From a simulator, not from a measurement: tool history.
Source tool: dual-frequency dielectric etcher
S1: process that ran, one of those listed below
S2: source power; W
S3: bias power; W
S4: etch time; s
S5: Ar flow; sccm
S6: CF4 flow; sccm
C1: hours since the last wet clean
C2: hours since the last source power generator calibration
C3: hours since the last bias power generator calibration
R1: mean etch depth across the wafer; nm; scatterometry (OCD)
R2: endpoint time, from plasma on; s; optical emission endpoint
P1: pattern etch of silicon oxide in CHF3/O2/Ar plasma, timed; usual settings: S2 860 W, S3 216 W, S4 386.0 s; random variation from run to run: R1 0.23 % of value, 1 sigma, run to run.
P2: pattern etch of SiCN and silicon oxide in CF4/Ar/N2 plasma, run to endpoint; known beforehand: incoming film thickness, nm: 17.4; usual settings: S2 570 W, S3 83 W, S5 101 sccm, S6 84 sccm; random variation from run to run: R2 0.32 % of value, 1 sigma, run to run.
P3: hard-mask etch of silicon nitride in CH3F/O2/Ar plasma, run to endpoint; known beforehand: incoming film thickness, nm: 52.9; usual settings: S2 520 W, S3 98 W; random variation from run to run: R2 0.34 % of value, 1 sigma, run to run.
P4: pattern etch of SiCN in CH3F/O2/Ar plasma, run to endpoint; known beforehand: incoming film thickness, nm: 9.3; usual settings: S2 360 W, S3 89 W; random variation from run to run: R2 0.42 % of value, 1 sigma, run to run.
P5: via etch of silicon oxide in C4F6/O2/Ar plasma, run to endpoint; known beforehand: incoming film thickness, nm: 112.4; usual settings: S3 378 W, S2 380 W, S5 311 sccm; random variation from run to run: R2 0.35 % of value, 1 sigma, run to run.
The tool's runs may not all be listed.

{"run": 1, "hour": 12.5, "S1": "P1", "S2": 860, "S3": 216, "S4": 386.0, "C1": 216.5, "C2": 1401.4, "C3": 1559.2, "R1": 940.81}
{"run": 2, "hour": 19.8, "S1": "P2", "S2": 360, "S3": 83, "S5": 101, "S6": 84, "C1": 223.8, "C2": 1408.7, "C3": 1566.5, "R2": 23.733}
{"run": 3, "hour": 29.2, "S1": "P1", "S2": 860, "S3": 216, "S4": 386.0, "C1": 233.2, "C2": 1418.1, "C3": 1575.9, "R1": 935.63}
{"run": 4, "hour": 38.4, "S1": "P3", "S2": 520, "S3": 78, "C1": 242.4, "C2": 1427.3, "C3": 1585.1, "R2": 68.956}
{"run": 5, "hour": 53.4, "S1": "P2", "S2": 570, "S3": 48, "S5": 101, "S6": 84, "C1": 257.4, "C2": 1442.3, "C3": 1600.1, "R2": 18.949}
{"run": 6, "hour": 64.9, "S1": "P1", "S2": 860, "S3": 216, "S4": 386.0, "C1": 268.9, "C2": 1453.8, "C3": 1611.6, "R1": 937.06}
{"run": 7, "hour": 77.9, "S1": "P1", "S2": 860, "S3": 216, "S4": 386.0, "C1": 281.9, "C2": 1466.8, "C3": 1624.6, "R1": 937.39}
{"run": 8, "hour": 89.0, "S1": "P5", "S2": 380, "S3": 378, "S5": 311, "C1": 293.0, "C2": 1477.9, "C3": 1635.7, "R2": 27.937}
{"run": 9, "hour": 100.3, "S1": "P5", "S2": 380, "S3": 453, "S5": 311, "C1": 304.3, "C2": 1489.2, "C3": 1647.0, "R2": 26.121}
{"run": 10, "hour": 114.3, "S1": "P5", "S2": 260, "S3": 378, "S5": 311, "C1": 318.3, "C2": 1503.2, "C3": 1661.0, "R2": 31.924}
{"run": 11, "hour": 122.2, "S1": "P3", "S2": 520, "S3": 98, "C1": 326.2, "C2": 1511.1, "C3": 1668.9, "R2": 64.036}
{"run": 12, "hour": 130.2, "S1": "P1", "S2": 1160, "S3": 216, "S4": 386.0, "C1": 334.2, "C2": 1519.1, "C3": 1676.9, "R1": 1053.0}
{"run": 13, "hour": 137.6, "S1": "P2", "S2": 570, "S3": 83, "S5": 101, "S6": 84, "C1": 341.6, "C2": 1526.5, "C3": 1684.3, "R2": 15.935}
{"run": 14, "hour": 146.7, "S1": "P1", "S2": 860, "S3": 216, "S4": 568.0, "C1": 350.7, "C2": 1535.6, "C3": 1693.4, "R1": 1384.9}
{"run": 15, "hour": 161.0, "S1": "P5", "S2": 380, "S3": 378, "S5": 226, "C1": 365.0, "C2": 1549.9, "C3": 1707.7, "R2": 26.745}
{"run": 16, "hour": 174.2, "S1": "P3", "S2": 360, "S3": 98, "C1": 378.2, "C2": 1563.1, "C3": 1720.9, "R2": 73.359}
{"run": 17, "hour": 181.2, "S1": "P2", "S2": 570, "S3": 83, "S5": 101, "S6": 59, "C1": 385.2, "C2": 1570.1, "C3": 1727.9, "R2": 16.728}
{"run": 18, "hour": 194.5, "S1": "P4", "S2": 360, "S3": 89, "C1": 398.5, "C2": 1583.4, "C3": 1741.2, "R2": 24.295}
{"run": 19, "hour": 209.4, "S1": "P1", "S2": 860, "S3": 256, "S4": 386.0, "C1": 413.4, "C2": 1598.3, "C3": 1756.1, "R1": 995.04}
{"run": 20, "hour": 217.5, "S1": "P1", "S2": 860, "S3": 131, "S4": 386.0, "C1": 421.5, "C2": 1606.4, "C3": 1764.2, "R1": 797.73}
{"run": 21, "hour": 228.6, "S1": "P2", "S2": 570, "S3": 83, "S5": 129, "S6": 84, "C1": 432.6, "C2": 1617.5, "C3": 1775.3, "R2": 16.447}
{"hour": 231.3, "done": "wet clean of the chamber"}
{"run": 22, "hour": 240.4, "S1": "P5", "S2": 380, "S3": 378, "S5": 311, "C1": 9.1, "C2": 1629.3, "C3": 1787.1, "R2": 27.883}
{"run": 23, "hour": 253.7, "S1": "P1", "S2": 860, "S3": 216, "S4": 386.0, "C1": 22.4, "C2": 1642.6, "C3": 1800.4, "R1": 938.07}
{"run": 24, "hour": 261.3, "S1": "P1", "S2": 860, "S3": 216, "S4": 386.0, "C1": 30.0, "C2": 1650.2, "C3": 1808.0, "R1": 936.7}
{"run": 25, "hour": 269.2, "S1": "P4", "S2": 440, "S3": 89, "C1": 37.9, "C2": 1658.1, "C3": 1815.9, "R2": 22.393}
{"run": 26, "hour": 283.6, "S1": "P1", "S2": 600, "S3": 216, "S4": 386.0, "C1": 52.3, "C2": 1672.5, "C3": 1830.3, "R1": 818.42}
{"run": 27, "hour": 297.4, "S1": "P1", "S2": 860, "S3": 271, "S4": 245.0, "C1": 66.1, "C2": 1686.3, "C3": 1844.1, "R1": 642.85}
{"run": 28, "hour": 307.6, "S1": "P1", "S2": 600, "S3": 280, "S4": 386.0, "C1": 76.3, "C2": 1696.5, "C3": 1854.3, "R1": 896.19}
{"run": 29, "hour": 323.3, "S1": "P1", "S2": 860, "S3": 216, "S4": 266.5, "C1": 92.0, "C2": 1712.2, "C3": 1870.0, "R1": 647.42}
{"run": 30, "hour": 337.3, "S1": "P4", "S2": 360, "S3": 68, "C1": 106.0, "C2": 1726.2, "C3": 1884.0, "R2": 26.508}
{"run": 31, "hour": 347.3, "S1": "P1", "S2": 860, "S3": 216, "S4": 386.0, "C1": 116.0, "C2": 1736.2, "C3": 1894.0, "R1": 937.27}
{"run": 32, "hour": 356.0, "S1": "P1", "S2": 860, "S3": 216, "S4": 386.0, "C1": 124.7, "C2": 1744.9, "C3": 1902.7, "R1": 943.25}
{"run": 33, "hour": 366.5, "S1": "P1", "S2": 860, "S3": 216, "S4": 386.0, "C1": 135.2, "C2": 1755.4, "C3": 1913.2, "R1": 951.19}
{"run": 34, "hour": 380.6, "S1": "P1", "S2": 860, "S3": 216, "S4": 386.0, "C1": 149.3, "C2": 1769.5, "C3": 1927.3, "R1": 952.19}
{"hour": 384.0, "done": "wet clean of the chamber"}
{"run": 35, "hour": 390.0, "S1": "P1", "S2": 860, "S3": 216, "S4": 386.0, "C1": 6.1, "C2": 1778.9, "C3": 1936.7, "R1": 949.11}
{"run": 36, "hour": 402.8, "S1": "P1", "S2": 860, "S3": 216, "S4": 386.0, "C1": 18.9, "C2": 1791.7, "C3": 1949.5, "R1": 953.14}
{"run": 37, "hour": 417.4, "S1": "P1", "S2": 860, "S3": 216, "S4": 386.0, "C1": 33.5, "C2": 1806.3, "C3": 1964.1, "R1": 952.57}
{"run": 38, "hour": 431.4, "S1": "P1", "S2": 860, "S3": 216, "S4": 386.0, "C1": 47.5, "C2": 1820.3, "C3": 1978.1, "R1": 956.14}

The output of P1 has drifted from where it used to be. Each of the 2 causes below, taken at the size shown beside it, accounts for the log equally well:
A: bias power that arrives over what is set, % = 4.82
B: source power that arrives over what is set, % = 4.31
Creep in the process output first set in at about hour 347.3.
Why every other cause is out:
chamber walls in a state that raises the etch rate, %: work on it at hour 384.0, done after the drift set in, did not restore what the process gave before

4 check runs are offered, each on 2 wafers whose results are averaged, their results left as question marks. Which one tells the causes apart?
{"run": "check 1", "hour": 445.4, "S1": "P2", "S2": 570, "S3": 83, "S5": 101, "S6": 84, "R2": "?"}
{"run": "check 2", "hour": 445.4, "S1": "P3", "S2": 520, "S3": 98, "R2": "?"}
{"run": "check 3", "hour": 445.4, "S1": "P4", "S2": 360, "S3": 89, "R2": "?"}
{"run": "check 4", "hour": 445.4, "S1": "P5", "S2": 380, "S3": 378, "S5": 311, "R2": "?"}

Predicted outcomes, by check and by cause:
check=check_1 result=R2 if_A=15.648 if_B=15.315
check=check_2 result=R2 if_A=62.667 if_B=62.740
check=check_3 result=R2 if_A=23.694 if_B=23.739
check=check_4 result=R2 if_A=27.401 if_B=27.435
Per check, the gap between the least separated pair of causes, taken in the result that splits them most: check 1 2.15 %; check 2 0.12 %; check 3 0.19 %; check 4 0.12 %
Of the check runs offered, only check 1 discriminates between the causes; the rest would read about the same regardless of which cause applies.

Running check 1 produced the following: R2 15.653 s. Which one of the listed causes fits?

It is A: bias power that arrives over what is set, %.
